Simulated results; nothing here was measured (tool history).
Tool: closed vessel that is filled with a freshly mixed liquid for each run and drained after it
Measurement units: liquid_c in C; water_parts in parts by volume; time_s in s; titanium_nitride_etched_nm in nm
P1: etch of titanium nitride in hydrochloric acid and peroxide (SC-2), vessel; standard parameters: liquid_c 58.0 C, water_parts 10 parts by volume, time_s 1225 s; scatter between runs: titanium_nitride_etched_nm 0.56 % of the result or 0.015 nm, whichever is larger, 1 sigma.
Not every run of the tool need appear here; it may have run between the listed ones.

{"run": 1, "hour": 3.1, "liquid_c": 58.0, "water_parts": 10, "time_s": 1225, "titanium_nitride_etched_nm": 47.643}
{"run": 2, "hour": 5.6, "liquid_c": 72.0, "water_parts": 10, "time_s": 1225, "titanium_nitride_etched_nm": 110.53}
{"run": 3, "hour": 9.9, "liquid_c": 48.0, "water_parts": 4, "time_s": 1225, "titanium_nitride_etched_nm": 49.655}
{"run": 4, "hour": 14.4, "liquid_c": 58.0, "water_parts": 4, "time_s": 1225, "titanium_nitride_etched_nm": 95.05}
{"run": 5, "hour": 17.1, "liquid_c": 58.0, "water_parts": 10, "time_s": 1860, "titanium_nitride_etched_nm": 72.415}
{"run": 6, "hour": 21.2, "liquid_c": 58.0, "water_parts": 10, "time_s": 1225, "titanium_nitride_etched_nm": 47.394}
{"run": 7, "hour": 25.2, "liquid_c": 58.0, "water_parts": 10, "time_s": 1225, "titanium_nitride_etched_nm": 47.856}
{"run": 8, "hour": 28.7, "liquid_c": 58.0, "water_parts": 10, "time_s": 1225, "titanium_nitride_etched_nm": 47.279}
{"run": 9, "hour": 32.9, "liquid_c": 41.5, "water_parts": 10, "time_s": 1225, "titanium_nitride_etched_nm": 15.802}
{"run": 10, "hour": 35.6, "liquid_c": 58.0, "water_parts": 10, "time_s": 1225, "titanium_nitride_etched_nm": 47.738}
{"run": 11, "hour": 38.2, "liquid_c": 58.0, "water_parts": 18, "time_s": 1225, "titanium_nitride_etched_nm": 28.367}
{"run": 12, "hour": 40.6, "liquid_c": 58.0, "water_parts": 10, "time_s": 125, "titanium_nitride_etched_nm": 4.8579}
{"run": 13, "hour": 45.2, "liquid_c": 58.0, "water_parts": 10, "time_s": 1225, "titanium_nitride_etched_nm": 48.083}
{"run": 14, "hour": 47.9, "liquid_c": 58.0, "water_parts": 10, "time_s": 1225, "titanium_nitride_etched_nm": 47.511}
{"run": 15, "hour": 50.2, "liquid_c": 58.0, "water_parts": 10, "time_s": 1225, "titanium_nitride_etched_nm": 48.827}
{"run": 16, "hour": 54.6, "liquid_c": 58.0, "water_parts": 10, "time_s": 1225, "titanium_nitride_etched_nm": 51.497}
{"run": 17, "hour": 58.5, "liquid_c": 58.0, "water_parts": 10, "time_s": 1225, "titanium_nitride_etched_nm": 51.209}
{"run": 18, "hour": 60.8, "liquid_c": 58.0, "water_parts": 10, "time_s": 1225, "titanium_nitride_etched_nm": 51.851}
{"run": 19, "hour": 64.8, "liquid_c": 58.0, "water_parts": 10, "time_s": 1225, "titanium_nitride_etched_nm": 51.536}
{"run": 20, "hour": 67.6, "liquid_c": 58.0, "water_parts": 10, "time_s": 1225, "titanium_nitride_etched_nm": 52.157}

What P1 gives has crept off from where it sat before. The 2 causes that follow fit the log equally well, each at the size noted:
A: liquid hotter than its thermometer reads (K) = 1.42
B: chemicals flow above the setpoint (%) = 11.5
Creep in the process output first set in at about hour 47.9.
The rest of the possible causes, and what rules out each one:
peroxide weaker than its label (%): at most 8, which would move titanium_nitride_etched_nm by -7.4 %: too little, or the wrong way

Consider the 4 check runs below, whose results appear as question marks and each of which averages 5 wafers. Which one distinguishes the causes, in that each cause would give it a clearly different result?
{"run": "check 1", "hour": 70.4, "liquid_c": 44.0, "water_parts": 16.0, "time_s": 1225, "titanium_nitride_etched_nm": "?"}
{"run": "check 2", "hour": 70.4, "liquid_c": 47.0, "water_parts": 10.0, "time_s": 195, "titanium_nitride_etched_nm": "?"}
{"run": "check 3", "hour": 70.4, "liquid_c": 43.0, "water_parts": 14.5, "time_s": 1225, "titanium_nitride_etched_nm": "?"}
{"run": "check 4", "hour": 70.4, "liquid_c": 51.0, "water_parts": 4.0, "time_s": 1225, "titanium_nitride_etched_nm": "?"}

Check results expected under each cause:
check=check_1 result=titanium_nitride_etched_nm if_A=13.7990 if_B=13.7750
check=check_2 result=titanium_nitride_etched_nm if_A=4.0400 if_B=4.0150
check=check_3 result=titanium_nitride_etched_nm if_A=14.0520 if_B=14.0040
check=check_4 result=titanium_nitride_etched_nm if_A=66.2280 if_B=64.7630
Minimum pairwise separation of causes per check, each pair taken at its best-separating result: check 1 0.17 %; check 2 0.62 %; check 3 0.34 %; check 4 2.24 %
Only in check 4 would the causes give clearly different results; in the remaining checks their results would be nearly the same.

Running check 4 produced the following: titanium_nitride_etched_nm 66.0130 nm. Which one of the listed causes fits?

The cause is A: liquid hotter than its thermometer reads (K).

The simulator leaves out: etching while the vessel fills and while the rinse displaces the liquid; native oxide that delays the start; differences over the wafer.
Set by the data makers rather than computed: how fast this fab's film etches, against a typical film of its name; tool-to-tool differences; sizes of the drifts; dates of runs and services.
